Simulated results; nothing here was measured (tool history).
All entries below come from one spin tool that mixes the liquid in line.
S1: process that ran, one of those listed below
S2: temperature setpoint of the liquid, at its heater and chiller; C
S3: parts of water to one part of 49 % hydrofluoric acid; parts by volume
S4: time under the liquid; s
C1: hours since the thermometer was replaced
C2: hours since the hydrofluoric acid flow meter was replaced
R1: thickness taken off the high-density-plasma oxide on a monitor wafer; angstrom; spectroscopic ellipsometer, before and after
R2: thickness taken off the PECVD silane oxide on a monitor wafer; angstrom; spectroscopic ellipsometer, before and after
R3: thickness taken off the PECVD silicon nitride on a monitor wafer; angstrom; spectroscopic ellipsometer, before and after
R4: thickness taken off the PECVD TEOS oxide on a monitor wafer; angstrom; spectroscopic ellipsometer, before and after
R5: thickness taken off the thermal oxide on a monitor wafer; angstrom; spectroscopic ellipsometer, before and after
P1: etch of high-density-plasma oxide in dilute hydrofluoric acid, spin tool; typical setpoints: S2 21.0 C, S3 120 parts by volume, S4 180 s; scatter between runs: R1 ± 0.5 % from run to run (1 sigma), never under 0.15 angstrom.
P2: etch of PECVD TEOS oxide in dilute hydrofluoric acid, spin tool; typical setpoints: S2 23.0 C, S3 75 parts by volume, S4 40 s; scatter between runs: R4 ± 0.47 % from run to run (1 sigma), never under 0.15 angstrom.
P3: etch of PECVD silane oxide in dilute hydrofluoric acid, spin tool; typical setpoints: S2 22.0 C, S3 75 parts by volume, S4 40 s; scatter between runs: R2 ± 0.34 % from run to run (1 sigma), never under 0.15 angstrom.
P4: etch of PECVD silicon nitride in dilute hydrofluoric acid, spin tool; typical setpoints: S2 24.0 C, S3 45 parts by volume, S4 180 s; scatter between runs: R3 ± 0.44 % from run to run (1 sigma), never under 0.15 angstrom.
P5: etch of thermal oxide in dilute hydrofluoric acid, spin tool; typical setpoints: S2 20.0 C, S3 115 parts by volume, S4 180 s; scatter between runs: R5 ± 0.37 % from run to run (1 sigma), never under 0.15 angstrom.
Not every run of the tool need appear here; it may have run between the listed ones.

run	hour	S1	S2	S3	S4	C1	C2	R1	R2	R3	R4	R5
1	7.0	P1	21.0	120	180	1139.9	524.5	68.266				
2	11.3	P3	22.0	45	40	1144.2	528.8		187.140			
3	18.0	P4	24.0	45	180	1150.9	535.5			93.511		
4	24.3	P4	31.0	45	180	1157.2	541.8			148.470		
5	29.4	P1	21.0	195	180	1162.3	546.9	38.228				
6	35.5	P1	21.0	120	265	1168.4	553.0	99.911				
7	45.1	P2	23.0	40	40	1178.0	562.6				207.590	
8	54.7	P1	21.0	120	180	1187.6	572.2	68.019				
9	62.5	P1	28.5	120	180	1195.4	580.0	90.881				
10	68.8	P3	22.0	75	15	1201.7	586.3		41.021			
11	73.3	P2	23.0	75	15	1206.2	590.8				39.601	
12	77.8	P1	27.0	120	255	1210.7	595.3	120.440				
13	87.5	P2	23.0	75	40	1220.4	605.0				105.820	
14	91.7	P2	31.5	75	40	1224.6	609.2				147.840	
# hour 97.5: thermometer replaced
15	99.4	P1	21.0	30	335	1.9	616.9	559.390				
16	105.1	P5	20.0	20	180	7.6	622.6					377.400
17	112.4	P3	25.5	75	40	14.9	629.9		125.740			
18	117.9	P1	21.0	70	180	20.4	635.4	122.340				
19	123.8	P5	20.0	115	335	26.3	641.3					108.860
20	129.8	P4	24.0	75	180	32.3	647.3			56.452		
21	138.6	P4	24.0	45	275	41.1	656.1			141.830		
22	143.6	P1	21.0	120	95	46.1	661.1	35.517				
23	150.9	P3	22.0	75	40	53.4	668.4		108.600			
24	158.6	P5	17.0	115	180	61.1	676.1					52.091
25	164.0	P1	21.0	120	180	66.5	681.5	67.633				
26	172.8	P5	20.0	115	180	75.3	690.3					58.764
27	178.2	P1	21.0	120	180	80.7	695.7	67.645				
28	184.6	P1	28.5	120	265	87.1	702.1	132.740				
29	192.7	P1	17.0	120	180	95.2	710.2	57.289				
30	197.3	P1	21.0	120	180	99.8	714.8	67.710				
31	205.0	P1	21.0	120	180	107.5	722.5	66.226				
32	213.8	P1	21.0	120	180	116.3	731.3	64.470				
33	221.9	P1	21.0	120	180	124.4	739.4	64.155				
34	231.1	P1	21.0	120	180	133.6	748.6	63.650				
35	240.4	P1	21.0	120	180	142.9	757.9	64.337				
36	247.1	P1	21.0	120	180	149.6	764.6	63.031				
37	256.6	P1	21.0	120	180	159.1	774.1	63.567				
38	262.3	P1	21.0	120	180	164.8	779.8	63.480				

Forecast run 39:
39	267.8	P1	21.0	120	180	170.3	785.3	?				

Run 39 gave R1 63.560 angstrom.

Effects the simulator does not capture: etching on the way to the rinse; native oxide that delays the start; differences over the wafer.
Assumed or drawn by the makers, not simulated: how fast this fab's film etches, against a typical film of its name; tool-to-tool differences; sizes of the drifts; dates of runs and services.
